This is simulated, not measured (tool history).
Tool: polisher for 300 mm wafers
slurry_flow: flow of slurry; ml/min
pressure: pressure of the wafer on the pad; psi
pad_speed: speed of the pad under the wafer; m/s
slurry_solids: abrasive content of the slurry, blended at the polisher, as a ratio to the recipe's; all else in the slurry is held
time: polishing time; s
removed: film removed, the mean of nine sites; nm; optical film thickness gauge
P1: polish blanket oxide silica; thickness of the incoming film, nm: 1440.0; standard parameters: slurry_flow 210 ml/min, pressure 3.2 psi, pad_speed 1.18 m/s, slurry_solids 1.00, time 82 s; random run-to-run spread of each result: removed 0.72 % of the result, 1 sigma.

Run 1, day 0.412: slurry_flow 210 ml/min, pressure 3.2 psi, pad_speed 1.18 m/s, slurry_solids 1.00, time 82 s. Result: removed 186.360 nm.
Run 2, day 0.729: slurry_flow 210 ml/min, pressure 3.2 psi, pad_speed 1.18 m/s, slurry_solids 1.00, time 82 s. Result: removed 186.720 nm.
Run 3, day 1.283: slurry_flow 210 ml/min, pressure 1.7 psi, pad_speed 1.18 m/s, slurry_solids 1.00, time 82 s. Result: removed 100.590 nm.
At day 1.562: conditioning disc replaced and pad reconditioned.
Run 4, day 1.842: slurry_flow 210 ml/min, pressure 3.2 psi, pad_speed 0.82 m/s, slurry_solids 1.00, time 82 s. Result: removed 140.660 nm.
Run 5, day 2.346: slurry_flow 210 ml/min, pressure 3.2 psi, pad_speed 1.18 m/s, slurry_solids 1.40, time 82 s. Result: removed 212.520 nm.
Run 6, day 2.867: slurry_flow 210 ml/min, pressure 3.2 psi, pad_speed 1.64 m/s, slurry_solids 1.00, time 82 s. Result: removed 240.990 nm.
Run 7, day 3.221: slurry_flow 210 ml/min, pressure 3.2 psi, pad_speed 1.18 m/s, slurry_solids 0.55, time 82 s. Result: removed 134.850 nm.
Run 8, day 3.488: slurry_flow 210 ml/min, pressure 4.7 psi, pad_speed 1.18 m/s, slurry_solids 1.00, time 82 s. Result: removed 272.070 nm.
Run 9, day 3.921: slurry_flow 210 ml/min, pressure 3.2 psi, pad_speed 1.18 m/s, slurry_solids 1.00, time 37 s. Result: removed 85.211 nm.
Run 10, day 4.317: slurry_flow 210 ml/min, pressure 3.2 psi, pad_speed 1.18 m/s, slurry_solids 1.00, time 82 s. Result: removed 186.080 nm.
Run 11, day 4.704: slurry_flow 125 ml/min, pressure 3.2 psi, pad_speed 1.18 m/s, slurry_solids 1.00, time 82 s. Result: removed 171.640 nm.
Run 12, day 5.004: slurry_flow 330 ml/min, pressure 3.2 psi, pad_speed 1.18 m/s, slurry_solids 1.00, time 82 s. Result: removed 192.670 nm.
Run 13, day 5.367: slurry_flow 210 ml/min, pressure 3.2 psi, pad_speed 1.18 m/s, slurry_solids 1.00, time 82 s. Result: removed 188.160 nm.
Run 14, day 5.738: slurry_flow 210 ml/min, pressure 4.9 psi, pad_speed 1.18 m/s, slurry_solids 0.75, time 82 s. Result: removed 246.740 nm.
Run 15, day 6.150: slurry_flow 210 ml/min, pressure 3.2 psi, pad_speed 1.18 m/s, slurry_solids 1.00, time 118 s. Result: removed 269.860 nm.
Run 16, day 6.646: slurry_flow 210 ml/min, pressure 3.2 psi, pad_speed 1.18 m/s, slurry_solids 1.00, time 82 s. Result: removed 185.760 nm.
Run 17, day 7.058: slurry_flow 210 ml/min, pressure 3.2 psi, pad_speed 1.18 m/s, slurry_solids 1.00, time 82 s. Result: removed 177.540 nm.
Run 18, day 7.529: slurry_flow 210 ml/min, pressure 3.2 psi, pad_speed 1.18 m/s, slurry_solids 1.00, time 82 s. Result: removed 172.710 nm.
At day 7.679: conditioning disc replaced and pad reconditioned.
Run 19, day 7.925: slurry_flow 210 ml/min, pressure 3.2 psi, pad_speed 1.18 m/s, slurry_solids 1.00, time 82 s. Result: removed 167.940 nm.
At day 8.025: slurry nozzle cleaned.
Run 20, day 8.283: slurry_flow 210 ml/min, pressure 3.2 psi, pad_speed 1.18 m/s, slurry_solids 1.00, time 82 s. Result: removed 167.960 nm.
At day 8.354: head pressure recalibrated.
Run 21, day 8.571: slurry_flow 210 ml/min, pressure 3.2 psi, pad_speed 1.18 m/s, slurry_solids 1.00, time 82 s. Result: removed 166.620 nm.
Run 22, day 8.938: slurry_flow 210 ml/min, pressure 3.2 psi, pad_speed 1.18 m/s, slurry_solids 1.00, time 82 s. Result: removed 166.810 nm.
Run 23, day 9.225: slurry_flow 210 ml/min, pressure 3.2 psi, pad_speed 1.18 m/s, slurry_solids 1.00, time 82 s. Result: removed 165.290 nm.

The log shows P1 creeping away from where it was. Any of the 2 causes listed here, at the size stated for it, fits the log just as well as the others:
A: removal rate lost through wear of the pad, % = 10.8
B: abrasive missing from the slurry, % = 21
The process output started creeping at around day 6.646.
Each remaining cause and why it is not a fit:
slurry flow missing at the pad, %: serviced at day 8.025, after the drift had started, without restoring the earlier output
head's pressure below its setpoint, %: serviced at day 8.354, after the drift had started, without restoring the earlier output
time polished since the conditioner stopped cutting, s: serviced at day 7.679, after the drift had started, without restoring the earlier output

Of the 4 check runs below, each run on 3 wafers with the results averaged and each result still a question mark, which one would tell the listed causes apart?
Run check 1, day 9.512: slurry_flow 210 ml/min, pressure 4.6 psi, pad_speed 1.18 m/s, slurry_solids 1.00, time 37 s. Result: removed ?.
Run check 2, day 9.512: slurry_flow 155 ml/min, pressure 3.2 psi, pad_speed 1.18 m/s, slurry_solids 1.00, time 82 s. Result: removed ?.
Run check 3, day 9.512: slurry_flow 210 ml/min, pressure 3.2 psi, pad_speed 1.18 m/s, slurry_solids 0.60, time 82 s. Result: removed ?.
Run check 4, day 9.512: slurry_flow 300 ml/min, pressure 3.2 psi, pad_speed 1.18 m/s, slurry_solids 1.00, time 82 s. Result: removed ?.

If the cause were each of the candidates in turn, the checks would give the following:
  check   result     if A     if B
check 1  removed  108.200  108.220
check 2  removed  159.600  159.640
check 3  removed  128.020  124.310
check 4  removed  173.270  173.310
Distance between the nearest two causes, measured in the result of the check that separates them most: check 1 0.02 %; check 2 0.02 %; check 3 2.94 %; check 4 0.02 %
Only in check 3 would the causes give clearly different results; in the remaining checks their results would be nearly the same.

After running check 3, the following was obtained: removed 127.300 nm. Which cause does this point to?

A is the cause: removal rate lost through wear of the pad, %.

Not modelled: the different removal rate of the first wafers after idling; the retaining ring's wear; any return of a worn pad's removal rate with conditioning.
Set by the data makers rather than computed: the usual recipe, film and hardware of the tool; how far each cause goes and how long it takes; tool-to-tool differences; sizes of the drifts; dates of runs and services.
